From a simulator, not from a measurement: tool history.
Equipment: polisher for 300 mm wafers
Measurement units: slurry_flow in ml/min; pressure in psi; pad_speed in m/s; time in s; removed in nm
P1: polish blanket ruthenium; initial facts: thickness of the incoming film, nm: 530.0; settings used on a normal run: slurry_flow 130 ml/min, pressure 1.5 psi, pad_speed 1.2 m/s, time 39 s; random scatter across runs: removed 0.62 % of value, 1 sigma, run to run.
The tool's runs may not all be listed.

run   hour  slurry_flow  pressure  pad_speed  time  wafers polished on this pad  hours since the slurry nozzle was cleaned  hours since the head pressure was calibrated  removed
  1    7.2          130       1.5        1.2    39                          850                                       41.8                                         335.2   43.177
  2   15.6          185       1.5        1.2    61                          931                                       50.2                                         343.6   72.301
  3   21.8          130       1.5        1.2    55                          990                                       56.4                                         349.8   61.368
  4   29.4          130       1.5       1.76    39                         1063                                         64                                         357.4   63.737
  5   41.8          130         2        1.2    49                         1183                                       76.4                                         369.8   72.037
  6   50.7          130       1.5        1.2    39                         1268                                       85.3                                         378.7   43.318
  7   56.6          130       1.5        1.2    18                         1325                                       91.2                                         384.6   20.221
  8   66.3          130       1.5        1.2    39                         1418                                      100.9                                         394.3   43.147
  9   76.3          130       0.8        1.2    39                         1514                                      110.9                                         404.3   23.311
 10   84.7          130       1.5        1.2    39                         1595                                      119.3                                         412.7   42.819
 11   95.6          130       1.5        1.2    39                         1699                                      130.2                                         423.6   43.273
 12  101.1          130       2.3        1.2    39                         1752                                      135.7                                         429.1   65.762
 13    110          185       1.5        1.2    39                         1838                                      144.6                                           438   46.353
 14  117.3           85       1.5        1.2    39                         1908                                      151.9                                         445.3   39.053
 15  126.6          130       1.5       0.54    39                         1997                                      161.2                                         454.6   19.524
 16  135.3          130       1.5        1.2    39                         2081                                      169.9                                         463.3   43.596
 17  146.2          130       1.5        1.2    39                         2185                                      180.8                                         474.2   41.189
 18  158.2          130       1.5        1.2    39                         2301                                      192.8                                         486.2   39.588
 19  164.2          130       1.5        1.2    39                         2358                                      198.8                                         492.2    39.62
 20  170.9          130       1.5        1.2    39                         2423                                      205.5                                         498.9     39.5
     172.2  -- head pressure recalibrated
 21  183.6          130       1.5        1.2    39                         2545                                      218.2                                          11.5   38.912
 22  196.3          130       1.5        1.2    39                         2667                                      230.9                                          24.2   38.456

Forecast run 23:
 23  206.2          130       1.5        1.2    39                         2762                                      240.8                                          34.1        ?

{"run 23": {"removed": 38.512}}
